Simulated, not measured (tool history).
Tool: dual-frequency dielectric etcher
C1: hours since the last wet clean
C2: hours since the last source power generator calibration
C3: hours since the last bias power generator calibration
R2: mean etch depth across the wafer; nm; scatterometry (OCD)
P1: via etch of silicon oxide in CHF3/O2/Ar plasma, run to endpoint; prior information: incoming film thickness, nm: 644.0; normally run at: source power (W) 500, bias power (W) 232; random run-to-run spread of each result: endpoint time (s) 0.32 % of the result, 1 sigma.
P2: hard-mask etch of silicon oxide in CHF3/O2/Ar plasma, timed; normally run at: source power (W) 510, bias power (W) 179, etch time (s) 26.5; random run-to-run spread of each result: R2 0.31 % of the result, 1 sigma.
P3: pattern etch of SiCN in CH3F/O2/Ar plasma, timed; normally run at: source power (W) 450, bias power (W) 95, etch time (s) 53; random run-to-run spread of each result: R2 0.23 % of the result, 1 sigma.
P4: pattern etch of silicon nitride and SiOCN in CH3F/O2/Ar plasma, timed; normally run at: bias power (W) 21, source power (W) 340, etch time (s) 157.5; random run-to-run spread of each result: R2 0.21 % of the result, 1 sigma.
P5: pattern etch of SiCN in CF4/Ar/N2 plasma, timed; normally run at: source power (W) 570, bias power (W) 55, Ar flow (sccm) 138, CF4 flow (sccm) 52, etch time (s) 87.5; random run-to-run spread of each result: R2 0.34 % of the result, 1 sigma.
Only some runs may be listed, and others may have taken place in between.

Run 1, day 0.171: process that ran P1, source power (W) 500, bias power (W) 232; C1 129.6; C2 2004.9; C3 909.9. Result: endpoint time (s) 326.36.
Run 2, day 0.508: process that ran P4, source power (W) 340, bias power (W) 21, etch time (s) 157.5; C1 137.7; C2 2013; C3 918. Result: R2 18.991 nm.
Run 3, day 0.838: process that ran P5, source power (W) 570, bias power (W) 34, etch time (s) 87.5, Ar flow (sccm) 138, CF4 flow (sccm) 52; C1 145.6; C2 2020.9; C3 925.9. Result: R2 65.579 nm.
At day 0.988: source power generator calibrated.
Run 4, day 1.042: process that ran P1, source power (W) 500, bias power (W) 167; C1 150.5; C2 1.4; C3 930.8. Result: endpoint time (s) 367.14.
Run 5, day 1.3: process that ran P2, source power (W) 510, bias power (W) 110, etch time (s) 26.5; C1 156.7; C2 7.6; C3 937. Result: R2 42.709 nm.
Run 6, day 1.533: process that ran P5, source power (W) 570, bias power (W) 55, etch time (s) 87.5, Ar flow (sccm) 138, CF4 flow (sccm) 52; C1 162.3; C2 13.2; C3 942.6. Result: R2 76.777 nm.
Run 7, day 1.721: process that ran P2, source power (W) 510, bias power (W) 179, etch time (s) 20.5; C1 166.8; C2 17.7; C3 947.1. Result: R2 38.476 nm.
Run 8, day 2.029: process that ran P2, source power (W) 510, bias power (W) 179, etch time (s) 26.5; C1 174.2; C2 25.1; C3 954.5. Result: R2 50.223 nm.
Run 9, day 2.238: process that ran P3, source power (W) 450, bias power (W) 123, etch time (s) 53; C1 179.2; C2 30.1; C3 959.5. Result: R2 25.249 nm.
Run 10, day 2.529: process that ran P1, source power (W) 390, bias power (W) 286; C1 186.2; C2 37.1; C3 966.5. Result: endpoint time (s) 331.99.
Run 11, day 2.871: process that ran P5, source power (W) 570, bias power (W) 55, etch time (s) 87.5, Ar flow (sccm) 138, CF4 flow (sccm) 32; C1 194.4; C2 45.3; C3 974.7. Result: R2 70.401 nm.
Run 12, day 3.183: process that ran P1, source power (W) 610, bias power (W) 232; C1 201.9; C2 52.8; C3 982.2. Result: endpoint time (s) 304.04.
Run 13, day 3.533: process that ran P1, source power (W) 500, bias power (W) 232; C1 210.3; C2 61.2; C3 990.6. Result: endpoint time (s) 329.41.
Run 14, day 3.854: process that ran P1, source power (W) 320, bias power (W) 275; C1 218; C2 68.9; C3 998.3. Result: endpoint time (s) 360.88.
Run 15, day 4.221: process that ran P4, source power (W) 340, bias power (W) 13, etch time (s) 157.5; C1 226.8; C2 77.7; C3 1007.1. Result: R2 15.525 nm.
Run 16, day 4.55: process that ran P4, source power (W) 340, bias power (W) 21, etch time (s) 157.5; C1 234.7; C2 85.6; C3 1015. Result: R2 19.036 nm.
Run 17, day 4.929: process that ran P1, source power (W) 500, bias power (W) 232; C1 243.8; C2 94.7; C3 1024.1. Result: endpoint time (s) 326.29.
Run 18, day 5.2: process that ran P1, source power (W) 500, bias power (W) 232; C1 250.3; C2 101.2; C3 1030.6. Result: endpoint time (s) 327.49.
Run 19, day 5.458: process that ran P3, source power (W) 570, bias power (W) 95, etch time (s) 53; C1 256.5; C2 107.4; C3 1036.8. Result: R2 24.921 nm.
Run 20, day 5.65: process that ran P1, source power (W) 340, bias power (W) 232; C1 261.1; C2 112; C3 1041.4. Result: endpoint time (s) 378.1.
Run 21, day 5.838: process that ran P5, source power (W) 730, bias power (W) 55, etch time (s) 87.5, Ar flow (sccm) 138, CF4 flow (sccm) 52; C1 265.6; C2 116.5; C3 1045.9. Result: R2 95.725 nm.
Run 22, day 6.212: process that ran P3, source power (W) 450, bias power (W) 95, etch time (s) 40.5; C1 274.6; C2 125.5; C3 1054.9. Result: R2 17.487 nm.
Run 23, day 6.525: process that ran P3, source power (W) 450, bias power (W) 95, etch time (s) 53; C1 282.1; C2 133; C3 1062.4. Result: R2 22.821 nm.
Run 24, day 6.767: process that ran P4, source power (W) 260, bias power (W) 21, etch time (s) 157.5; C1 287.9; C2 138.8; C3 1068.2. Result: R2 17.396 nm.
Run 25, day 6.962: process that ran P2, source power (W) 510, bias power (W) 179, etch time (s) 26.5; C1 292.6; C2 143.5; C3 1072.9. Result: R2 50.22 nm.
Run 26, day 7.254: process that ran P1, source power (W) 500, bias power (W) 315; C1 299.6; C2 150.5; C3 1079.9. Result: endpoint time (s) 294.42.
Run 27, day 7.504: process that ran P5, source power (W) 570, bias power (W) 55, etch time (s) 87.5, Ar flow (sccm) 138, CF4 flow (sccm) 52; C1 305.6; C2 156.5; C3 1085.9. Result: R2 77.35 nm.
Run 28, day 7.754: process that ran P5, source power (W) 570, bias power (W) 55, etch time (s) 87.5, Ar flow (sccm) 84, CF4 flow (sccm) 52; C1 311.6; C2 162.5; C3 1091.9. Result: R2 84.418 nm.
Run 29, day 8.058: process that ran P2, source power (W) 290, bias power (W) 179, etch time (s) 26.5; C1 318.9; C2 169.8; C3 1099.2. Result: R2 40.37 nm.
Run 30, day 8.325: process that ran P4, source power (W) 340, bias power (W) 21, etch time (s) 111; C1 325.3; C2 176.2; C3 1105.6. Result: R2 13.439 nm.
Run 31, day 8.562: process that ran P1, source power (W) 630, bias power (W) 192; C1 331; C2 181.9; C3 1111.3. Result: endpoint time (s) 320.11.
Run 32, day 8.767: process that ran P5, source power (W) 570, bias power (W) 55, etch time (s) 125, Ar flow (sccm) 138, CF4 flow (sccm) 52; C1 335.9; C2 186.8; C3 1116.2. Result: R2 109.94 nm.
Run 33, day 8.992: process that ran P1, source power (W) 500, bias power (W) 232; C1 341.3; C2 192.2; C3 1121.6. Result: endpoint time (s) 327.46.
Run 34, day 9.371: process that ran P1, source power (W) 500, bias power (W) 232; C1 350.4; C2 201.3; C3 1130.7. Result: endpoint time (s) 331.14.
Run 35, day 9.683: process that ran P1, source power (W) 500, bias power (W) 232; C1 357.9; C2 208.8; C3 1138.2. Result: endpoint time (s) 330.34.
Run 36, day 9.958: process that ran P1, source power (W) 500, bias power (W) 232; C1 364.5; C2 215.4; C3 1144.8. Result: endpoint time (s) 331.64.
Run 37, day 10.2: process that ran P1, source power (W) 500, bias power (W) 232; C1 370.3; C2 221.2; C3 1150.6. Result: endpoint time (s) 331.06.
Run 38, day 10.529: process that ran P1, source power (W) 500, bias power (W) 232; C1 378.2; C2 229.1; C3 1158.5. Result: endpoint time (s) 330.33.
At day 10.717: wet clean of the chamber.
Run 39, day 10.854: process that ran P1, source power (W) 500, bias power (W) 232; C1 3.3; C2 236.9; C3 1166.3. Result: endpoint time (s) 333.44.
Run 40, day 11.146: process that ran P1, source power (W) 500, bias power (W) 232; C1 10.3; C2 243.9; C3 1173.3. Result: endpoint time (s) 331.96.
Run 41, day 11.338: process that ran P1, source power (W) 500, bias power (W) 232; C1 14.9; C2 248.5; C3 1177.9. Result: endpoint time (s) 332.78.
Run 42, day 11.571: process that ran P1, source power (W) 500, bias power (W) 232; C1 20.5; C2 254.1; C3 1183.5. Result: endpoint time (s) 331.76.
Run 43, day 11.804: process that ran P1, source power (W) 500, bias power (W) 232; C1 26.1; C2 259.7; C3 1189.1. Result: endpoint time (s) 331.18.
Run 44, day 11.983: process that ran P1, source power (W) 500, bias power (W) 232; C1 30.4; C2 264; C3 1193.4. Result: endpoint time (s) 334.38.

What P1 gives has crept off from where it sat before. The 2 causes that follow fit the log equally well, each at the size noted:
A: source power that arrives under what is set, % = 4.21
B: bias power that arrives under what is set, % = 4.45
At approximately day 8.992, the process output began to creep.
Each remaining cause and why it is not a fit:
chamber walls in a state that lowers the etch rate, %: its service at day 10.717 followed the start of the drift and did not put the process back to its old value

Which of the 4 check runs listed below, each an average over 2 wafers with its results shown as question marks, gives clearly different results under the different listed causes?
Run check 1, day 12.162: process that ran P4, source power (W) 280, bias power (W) 14, etch time (s) 157.5. Result: R2 ?.
Run check 2, day 12.162: process that ran P5, source power (W) 570, bias power (W) 55, etch time (s) 87.5, Ar flow (sccm) 138, CF4 flow (sccm) 40. Result: R2 ?.
Run check 3, day 12.162: process that ran P2, source power (W) 440, bias power (W) 127, etch time (s) 26.5. Result: R2 ?.
Run check 4, day 12.162: process that ran P3, source power (W) 450, bias power (W) 120, etch time (s) 53. Result: R2 ?.

What each check would give under each cause:
  check  result    if A    if B
check 1      R2  14.733  14.685
check 2      R2   70.54  71.981
check 3      R2  41.463  41.555
check 4      R2  24.547  24.503
How far apart the two closest causes lie, in the result that separates them most: check 1 0.32 %; check 2 2.02 %; check 3 0.22 %; check 4 0.18 %
Check 2 tells the causes apart: in the others they would give nearly the same result.

Then check 2 was run and gave: R2 70.373 nm. Which cause is it?

It is A: source power that arrives under what is set, %.

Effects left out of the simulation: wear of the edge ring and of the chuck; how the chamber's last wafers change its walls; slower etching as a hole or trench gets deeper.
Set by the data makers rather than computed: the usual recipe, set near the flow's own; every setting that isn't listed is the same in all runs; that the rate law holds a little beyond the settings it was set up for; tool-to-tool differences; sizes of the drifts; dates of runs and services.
